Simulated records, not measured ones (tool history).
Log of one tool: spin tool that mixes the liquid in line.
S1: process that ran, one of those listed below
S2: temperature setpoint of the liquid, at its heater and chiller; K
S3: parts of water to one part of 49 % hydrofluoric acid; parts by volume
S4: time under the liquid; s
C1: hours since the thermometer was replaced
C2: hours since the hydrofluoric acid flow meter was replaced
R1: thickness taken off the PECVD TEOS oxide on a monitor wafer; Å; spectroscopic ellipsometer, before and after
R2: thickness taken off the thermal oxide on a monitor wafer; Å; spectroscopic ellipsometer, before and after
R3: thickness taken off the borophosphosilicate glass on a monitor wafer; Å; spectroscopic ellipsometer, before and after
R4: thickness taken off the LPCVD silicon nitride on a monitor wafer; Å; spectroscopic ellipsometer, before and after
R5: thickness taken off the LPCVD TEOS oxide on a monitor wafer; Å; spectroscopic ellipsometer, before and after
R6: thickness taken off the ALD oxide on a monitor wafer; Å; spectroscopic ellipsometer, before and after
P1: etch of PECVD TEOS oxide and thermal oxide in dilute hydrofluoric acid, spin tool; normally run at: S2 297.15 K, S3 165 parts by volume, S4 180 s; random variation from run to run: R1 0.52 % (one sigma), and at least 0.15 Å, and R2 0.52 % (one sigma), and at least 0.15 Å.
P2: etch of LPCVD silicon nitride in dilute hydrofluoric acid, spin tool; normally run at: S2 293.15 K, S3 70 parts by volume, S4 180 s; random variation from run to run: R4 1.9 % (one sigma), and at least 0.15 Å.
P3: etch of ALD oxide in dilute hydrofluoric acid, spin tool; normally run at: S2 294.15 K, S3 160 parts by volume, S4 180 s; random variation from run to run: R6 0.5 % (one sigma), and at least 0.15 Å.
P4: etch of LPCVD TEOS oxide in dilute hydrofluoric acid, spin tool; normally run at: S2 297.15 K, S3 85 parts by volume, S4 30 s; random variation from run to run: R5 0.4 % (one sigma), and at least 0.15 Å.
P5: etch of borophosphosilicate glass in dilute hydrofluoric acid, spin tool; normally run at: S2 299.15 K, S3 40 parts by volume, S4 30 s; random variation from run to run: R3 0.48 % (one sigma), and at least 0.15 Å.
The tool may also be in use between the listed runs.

Run 1, hour 16.4: S1 P1, S2 297.15 K, S3 165 parts by volume, S4 180 s; C1 760.1; C2 667.2. Result: R1 229.08 Å, R2 48.058 Å.
Run 2, hour 24.5: S1 P5, S2 306.65 K, S3 40 parts by volume, S4 30 s; C1 768.2; C2 675.3. Result: R3 727.76 Å.
Run 3, hour 36.1: S1 P1, S2 297.15 K, S3 165 parts by volume, S4 180 s; C1 779.8; C2 686.9. Result: R1 231.98 Å, R2 48.116 Å.
Run 4, hour 45.1: S1 P2, S2 293.15 K, S3 70 parts by volume, S4 180 s; C1 788.8; C2 695.9. Result: R4 11.059 Å.
Run 5, hour 55: S1 P5, S2 299.15 K, S3 40 parts by volume, S4 30 s; C1 798.7; C2 705.8. Result: R3 539.57 Å.
Run 6, hour 62.7: S1 P2, S2 293.15 K, S3 70 parts by volume, S4 350 s; C1 806.4; C2 713.5. Result: R4 22.347 Å.
Run 7, hour 76: S1 P4, S2 297.15 K, S3 85 parts by volume, S4 65 s; C1 819.7; C2 726.8. Result: R5 375.97 Å.
Run 8, hour 87: S1 P4, S2 297.15 K, S3 150 parts by volume, S4 30 s; C1 830.7; C2 737.8. Result: R5 89.939 Å.
Run 9, hour 102.6: S1 P2, S2 298.15 K, S3 70 parts by volume, S4 180 s; C1 846.3; C2 753.4. Result: R4 16.623 Å.
Run 10, hour 115.1: S1 P1, S2 291.15 K, S3 165 parts by volume, S4 180 s; C1 858.8; C2 765.9. Result: R1 180.87 Å, R2 37.796 Å.
Run 11, hour 128.7: S1 P5, S2 299.15 K, S3 40 parts by volume, S4 30 s; C1 872.4; C2 779.5. Result: R3 544.03 Å.
Run 12, hour 137.3: S1 P3, S2 294.15 K, S3 160 parts by volume, S4 180 s; C1 881; C2 788.1. Result: R6 94.876 Å.
Run 13, hour 152: S1 P1, S2 297.15 K, S3 55 parts by volume, S4 180 s; C1 895.7; C2 802.8. Result: R1 788.67 Å, R2 165.76 Å.
Run 14, hour 165: S1 P1, S2 304.15 K, S3 165 parts by volume, S4 180 s; C1 908.7; C2 815.8. Result: R1 293.44 Å, R2 61.525 Å.
Run 15, hour 181.2: S1 P3, S2 294.15 K, S3 50 parts by volume, S4 180 s; C1 924.9; C2 832. Result: R6 345.07 Å.
Run 16, hour 189.4: S1 P1, S2 300.65 K, S3 165 parts by volume, S4 80 s; C1 933.1; C2 840.2. Result: R1 116.06 Å, R2 24.509 Å.
Run 17, hour 200.9: S1 P3, S2 302.65 K, S3 160 parts by volume, S4 180 s; C1 944.6; C2 851.7. Result: R6 130.87 Å.
Run 18, hour 214: S1 P5, S2 299.15 K, S3 40 parts by volume, S4 50 s; C1 957.7; C2 864.8. Result: R3 903.31 Å.
At hour 217.6: hydrofluoric acid flow meter replaced.
Run 19, hour 227.3: S1 P1, S2 297.15 K, S3 95 parts by volume, S4 300 s; C1 971; C2 9.8. Result: R1 717.88 Å, R2 151.03 Å.
At hour 241.1: thermometer replaced.
Run 20, hour 242.3: S1 P1, S2 297.15 K, S3 165 parts by volume, S4 180 s; C1 1.3; C2 24.8. Result: R1 229.76 Å, R2 47.598 Å.
Run 21, hour 250.3: S1 P1, S2 297.15 K, S3 255 parts by volume, S4 180 s; C1 9.3; C2 32.8. Result: R1 134.87 Å, R2 28.133 Å.
Run 22, hour 262.7: S1 P3, S2 294.15 K, S3 160 parts by volume, S4 15 s; C1 21.7; C2 45.2. Result: R6 8.005 Å.
Run 23, hour 274.9: S1 P1, S2 297.15 K, S3 165 parts by volume, S4 305 s; C1 33.9; C2 57.4. Result: R1 383.28 Å, R2 80.418 Å.
Run 24, hour 287.7: S1 P1, S2 297.15 K, S3 165 parts by volume, S4 180 s; C1 46.7; C2 70.2. Result: R1 229.04 Å, R2 47.734 Å.
Run 25, hour 299: S1 P1, S2 297.15 K, S3 165 parts by volume, S4 90 s; C1 58; C2 81.5. Result: R1 114.73 Å, R2 23.885 Å.
Run 26, hour 314.3: S1 P1, S2 297.15 K, S3 165 parts by volume, S4 180 s; C1 73.3; C2 96.8. Result: R1 226.85 Å, R2 47.954 Å.
Run 27, hour 322.2: S1 P4, S2 305.65 K, S3 85 parts by volume, S4 30 s; C1 81.2; C2 104.7. Result: R5 236.04 Å.
Run 28, hour 335.7: S1 P4, S2 297.15 K, S3 85 parts by volume, S4 30 s; C1 94.7; C2 118.2. Result: R5 172.34 Å.
Run 29, hour 348.5: S1 P1, S2 297.15 K, S3 165 parts by volume, S4 180 s; C1 107.5; C2 131. Result: R1 227.62 Å, R2 47.979 Å.
Run 30, hour 358.9: S1 P5, S2 299.15 K, S3 70 parts by volume, S4 30 s; C1 117.9; C2 141.4. Result: R3 295.39 Å.
Run 31, hour 367.7: S1 P2, S2 293.15 K, S3 20 parts by volume, S4 180 s; C1 126.7; C2 150.2. Result: R4 39.444 Å.
Run 32, hour 378.6: S1 P1, S2 302.65 K, S3 165 parts by volume, S4 275 s; C1 137.6; C2 161.1. Result: R1 427.75 Å, R2 89.104 Å.
Run 33, hour 394.8: S1 P2, S2 293.15 K, S3 70 parts by volume, S4 180 s; C1 153.8; C2 177.3. Result: R4 11.035 Å.
Run 34, hour 410.6: S1 P1, S2 297.15 K, S3 165 parts by volume, S4 180 s; C1 169.6; C2 193.1. Result: R1 228.63 Å, R2 47.633 Å.
Run 35, hour 422.1: S1 P1, S2 297.15 K, S3 165 parts by volume, S4 180 s; C1 181.1; C2 204.6. Result: R1 233.54 Å, R2 48.801 Å.
Run 36, hour 437.3: S1 P1, S2 297.15 K, S3 165 parts by volume, S4 180 s; C1 196.3; C2 219.8. Result: R1 239.63 Å, R2 49.462 Å.
Run 37, hour 447.8: S1 P1, S2 297.15 K, S3 165 parts by volume, S4 180 s; C1 206.8; C2 230.3. Result: R1 238.68 Å, R2 50.283 Å.
Run 38, hour 459.8: S1 P1, S2 297.15 K, S3 165 parts by volume, S4 180 s; C1 218.8; C2 242.3. Result: R1 242.28 Å, R2 50.259 Å.
Run 39, hour 475.1: S1 P1, S2 297.15 K, S3 165 parts by volume, S4 180 s; C1 234.1; C2 257.6. Result: R1 242.98 Å, R2 50.854 Å.
Run 40, hour 489: S1 P1, S2 297.15 K, S3 165 parts by volume, S4 180 s; C1 248; C2 271.5. Result: R1 241.76 Å, R2 51.076 Å.

The next listed run, before its measurement:
Run 41, hour 500: S1 P1, S2 297.15 K, S3 165 parts by volume, S4 180 s; C1 259; C2 282.5. Result: R1 ?, R2 ?.

{"run 41": {"R1": 244.38, "R2": 50.812}}

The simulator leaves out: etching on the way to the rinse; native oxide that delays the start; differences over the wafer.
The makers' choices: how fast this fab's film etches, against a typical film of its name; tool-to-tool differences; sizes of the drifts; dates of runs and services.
